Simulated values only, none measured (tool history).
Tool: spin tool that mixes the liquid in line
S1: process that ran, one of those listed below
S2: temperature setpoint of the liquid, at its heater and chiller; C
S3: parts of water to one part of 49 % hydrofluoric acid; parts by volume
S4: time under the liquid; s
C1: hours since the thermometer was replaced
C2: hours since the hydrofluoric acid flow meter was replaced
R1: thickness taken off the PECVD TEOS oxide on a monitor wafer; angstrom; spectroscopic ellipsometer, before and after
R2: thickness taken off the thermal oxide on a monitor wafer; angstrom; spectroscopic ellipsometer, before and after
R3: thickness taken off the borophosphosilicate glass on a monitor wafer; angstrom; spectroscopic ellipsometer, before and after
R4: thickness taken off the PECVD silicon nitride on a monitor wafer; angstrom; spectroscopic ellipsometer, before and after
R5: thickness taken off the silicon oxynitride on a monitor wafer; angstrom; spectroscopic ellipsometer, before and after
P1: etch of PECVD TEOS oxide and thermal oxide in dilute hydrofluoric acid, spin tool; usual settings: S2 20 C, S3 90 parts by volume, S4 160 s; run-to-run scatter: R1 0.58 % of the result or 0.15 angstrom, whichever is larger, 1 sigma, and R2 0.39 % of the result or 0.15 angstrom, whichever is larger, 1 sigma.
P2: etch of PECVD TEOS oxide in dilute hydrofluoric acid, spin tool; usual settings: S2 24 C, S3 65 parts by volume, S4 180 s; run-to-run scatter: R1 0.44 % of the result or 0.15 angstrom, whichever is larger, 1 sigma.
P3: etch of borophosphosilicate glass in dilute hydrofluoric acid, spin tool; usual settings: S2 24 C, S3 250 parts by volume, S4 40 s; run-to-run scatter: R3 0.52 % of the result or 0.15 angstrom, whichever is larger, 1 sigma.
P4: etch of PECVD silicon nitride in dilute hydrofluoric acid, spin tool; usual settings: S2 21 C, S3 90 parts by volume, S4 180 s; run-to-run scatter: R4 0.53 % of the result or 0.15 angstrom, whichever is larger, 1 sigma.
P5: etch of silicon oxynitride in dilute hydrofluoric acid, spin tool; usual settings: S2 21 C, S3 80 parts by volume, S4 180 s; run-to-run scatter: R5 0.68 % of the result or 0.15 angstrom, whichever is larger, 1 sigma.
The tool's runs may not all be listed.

run    day  S1  S2   S3   S4     C1     C2       R1       R2       R3        R4      R5
  1  0.346  P1  20   90  160  698.0  783.4  251.600   73.523
  2  0.567  P3  24  250   40  703.3  788.7                     82.932
  3  0.850  P3  24  250   80  710.1  795.5                    167.890
  4  1.125  P1  20  160  280  716.7  802.1  227.580   66.733
  5  1.412  P2  24   25  180  723.6  809.0  872.550
  6  1.712  P1  20   90  160  730.8  816.2  249.990   73.645
  7  1.892  P2  24   65   15  735.1  820.5   26.779
  8  2.146  P2  24   65  180  741.2  826.6  315.610
  9  2.492  P3  24   70   40  749.5  834.9                    365.430
 10  2.700  P1  17   90  160  754.5  839.9  220.310   64.652
 11  2.925  P1  27   90  160  759.9  845.3  331.050   97.126
 12  3.175  P3  17  250   40  765.9  851.3                     64.874
 13  3.521  P4  21   20  180  774.2  859.6                             236.7600
 14  3.804  P4  17   90  180  781.0  866.4                              41.9150
 15  4.017  P1  20   90   15  786.1  871.5   23.691    7.055
 16  4.275  P5  17   80  180  792.3  877.7                                       26.203
 17  4.496  P1  20   25  160  797.6  883.0  966.530  283.890
 18  4.729  P4  21   90  180  803.2  888.6                              54.7290
     4.746  -- thermometer replaced
 19  5.042  P4  21   90   25    7.2  896.1                               7.6738
 20  5.296  P5  21   80  360   13.3  902.2                                       63.779
 21  5.579  P1  20   90  160   20.1  909.0  251.670   73.590
 22  5.846  P5  21   35  180   26.5  915.4                                       75.129
 23  6.075  P1  20  145  160   32.0  920.9  147.240   43.351
     6.188  -- hydrofluoric acid flow meter replaced
 24  6.417  P5  21   80  180   40.2    5.5                                       31.523
 25  6.788  P5  21   80  180   49.1   14.4                                       31.483
 26  7.021  P2  17   65  180   54.7   20.0  235.650
 27  7.350  P2  24   65  180   62.6   27.9  317.840
 28  7.596  P1  20   90  160   68.5   33.8  252.280   73.248
 29  7.992  P1  20   90  160   78.0   43.3  249.680   73.495
 30  8.217  P1  20   90  265   83.4   48.7  413.160  120.770
 31  8.483  P1  20   90  160   89.8   55.1  249.880   73.235
 32  8.742  P1  20   90  160   96.0   61.3  250.640   73.159
 33  9.042  P1  20   90  160  103.2   68.5  257.550   75.365
 34  9.242  P1  20   90  160  108.0   73.3  260.530   76.260
 35  9.429  P1  20   90  160  112.5   77.8  261.890   76.720
 36  9.729  P1  20   90  160  119.7   85.0  266.840   77.113
 37  9.925  P1  20   90  160  124.4   89.7  263.480   78.185

The next listed run, before its measurement:
 38  10.288  P1  20  90  160  133.1  98.4   ?   ?

{"run 38": {"R1": 268.93, "R2": 78.962}}
